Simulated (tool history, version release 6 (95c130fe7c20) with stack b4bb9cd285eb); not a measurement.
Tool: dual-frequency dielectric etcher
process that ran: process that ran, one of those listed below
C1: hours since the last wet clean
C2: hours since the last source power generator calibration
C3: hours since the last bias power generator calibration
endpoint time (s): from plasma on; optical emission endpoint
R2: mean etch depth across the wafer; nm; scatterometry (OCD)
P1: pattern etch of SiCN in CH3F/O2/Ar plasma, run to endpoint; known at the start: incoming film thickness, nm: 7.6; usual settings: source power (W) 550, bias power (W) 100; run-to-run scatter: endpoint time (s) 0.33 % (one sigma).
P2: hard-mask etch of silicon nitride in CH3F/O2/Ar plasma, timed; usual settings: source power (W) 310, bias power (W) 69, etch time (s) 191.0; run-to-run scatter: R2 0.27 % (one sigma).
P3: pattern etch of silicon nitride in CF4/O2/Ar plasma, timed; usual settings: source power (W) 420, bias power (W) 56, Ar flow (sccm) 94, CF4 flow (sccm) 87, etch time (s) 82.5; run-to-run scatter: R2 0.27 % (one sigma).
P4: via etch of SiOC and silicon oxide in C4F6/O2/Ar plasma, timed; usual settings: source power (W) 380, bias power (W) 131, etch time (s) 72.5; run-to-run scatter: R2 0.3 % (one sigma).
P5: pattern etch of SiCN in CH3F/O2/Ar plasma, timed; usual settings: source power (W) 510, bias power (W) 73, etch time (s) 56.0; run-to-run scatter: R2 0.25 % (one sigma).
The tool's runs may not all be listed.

run 1 hour=5.5 | process_that_ran=P1 source_power_(W)=550 bias_power_(W)=100 | C1=143.9 C2=1176.6 C3=1172.3 | endpoint_time_(s)=15.922
run 2 hour=16.6 | process_that_ran=P1 source_power_(W)=550 bias_power_(W)=132 | C1=155.0 C2=1187.7 C3=1183.4 | endpoint_time_(s)=14.179
run 3 hour=24.2 | process_that_ran=P4 source_power_(W)=380 bias_power_(W)=131 etch_time_(s)=72.5 | C1=162.6 C2=1195.3 C3=1191.0 | R2=71.610
run 4 hour=34.9 | process_that_ran=P5 source_power_(W)=370 bias_power_(W)=73 etch_time_(s)=56.0 | C1=173.3 C2=1206.0 C3=1201.7 | R2=20.248
run 5 hour=42.6 | process_that_ran=P2 source_power_(W)=310 bias_power_(W)=91 etch_time_(s)=191.0 | C1=181.0 C2=1213.7 C3=1209.4 | R2=139.030
run 6 hour=48.7 | process_that_ran=P3 source_power_(W)=420 bias_power_(W)=56 etch_time_(s)=82.5 Ar_flow_(sccm)=94 CF4_flow_(sccm)=52 | C1=187.1 C2=1219.8 C3=1215.5 | R2=129.800
run 7 hour=59.4 | process_that_ran=P3 source_power_(W)=420 bias_power_(W)=56 etch_time_(s)=82.5 Ar_flow_(sccm)=94 CF4_flow_(sccm)=87 | C1=197.8 C2=1230.5 C3=1226.2 | R2=139.020
run 8 hour=66.2 | process_that_ran=P2 source_power_(W)=310 bias_power_(W)=69 etch_time_(s)=191.0 | C1=204.6 C2=1237.3 C3=1233.0 | R2=124.850
run 9 hour=77.4 | process_that_ran=P1 source_power_(W)=460 bias_power_(W)=137 | C1=215.8 C2=1248.5 C3=1244.2 | endpoint_time_(s)=14.960
run 10 hour=90.1 | process_that_ran=P5 source_power_(W)=510 bias_power_(W)=73 etch_time_(s)=76.5 | C1=228.5 C2=1261.2 C3=1256.9 | R2=31.356
-- hour=91.7 wet clean of the chamber
run 11 hour=97.5 | process_that_ran=P2 source_power_(W)=310 bias_power_(W)=69 etch_time_(s)=122.5 | C1=5.9 C2=1268.6 C3=1264.3 | R2=80.553
run 12 hour=105.9 | process_that_ran=P4 source_power_(W)=250 bias_power_(W)=131 etch_time_(s)=72.5 | C1=14.3 C2=1277.0 C3=1272.7 | R2=60.752
run 13 hour=112.3 | process_that_ran=P1 source_power_(W)=550 bias_power_(W)=100 | C1=20.7 C2=1283.4 C3=1279.1 | endpoint_time_(s)=15.851
run 14 hour=118.6 | process_that_ran=P4 source_power_(W)=380 bias_power_(W)=164 etch_time_(s)=72.5 | C1=27.0 C2=1289.7 C3=1285.4 | R2=76.460
run 15 hour=124.1 | process_that_ran=P1 source_power_(W)=400 bias_power_(W)=100 | C1=32.5 C2=1295.2 C3=1290.9 | endpoint_time_(s)=17.790
run 16 hour=130.2 | process_that_ran=P1 source_power_(W)=760 bias_power_(W)=120 | C1=38.6 C2=1301.3 C3=1297.0 | endpoint_time_(s)=13.162
run 17 hour=141.3 | process_that_ran=P1 source_power_(W)=550 bias_power_(W)=100 | C1=49.7 C2=1312.4 C3=1308.1 | endpoint_time_(s)=15.933
run 18 hour=153.6 | process_that_ran=P1 source_power_(W)=550 bias_power_(W)=100 | C1=62.0 C2=1324.7 C3=1320.4 | endpoint_time_(s)=15.859
run 19 hour=160.0 | process_that_ran=P5 source_power_(W)=510 bias_power_(W)=73 etch_time_(s)=56.0 | C1=68.4 C2=1331.1 C3=1326.8 | R2=22.947
run 20 hour=165.5 | process_that_ran=P1 source_power_(W)=550 bias_power_(W)=72 | C1=73.9 C2=1336.6 C3=1332.3 | endpoint_time_(s)=17.725
run 21 hour=174.8 | process_that_ran=P1 source_power_(W)=700 bias_power_(W)=83 | C1=83.2 C2=1345.9 C3=1341.6 | endpoint_time_(s)=15.477
run 22 hour=186.7 | process_that_ran=P1 source_power_(W)=550 bias_power_(W)=100 | C1=95.1 C2=1357.8 C3=1353.5 | endpoint_time_(s)=15.852
run 23 hour=199.2 | process_that_ran=P3 source_power_(W)=420 bias_power_(W)=56 etch_time_(s)=82.5 Ar_flow_(sccm)=94 CF4_flow_(sccm)=87 | C1=107.6 C2=1370.3 C3=1366.0 | R2=138.790

The next listed run, before its measurement:
run 24 hour=210.5 | process_that_ran=P3 source_power_(W)=420 bias_power_(W)=56 etch_time_(s)=82.5 Ar_flow_(sccm)=71 CF4_flow_(sccm)=87 | C1=118.9 C2=1381.6 C3=1377.3 | R2=?

{"run 24": {"R2": 143.1}}
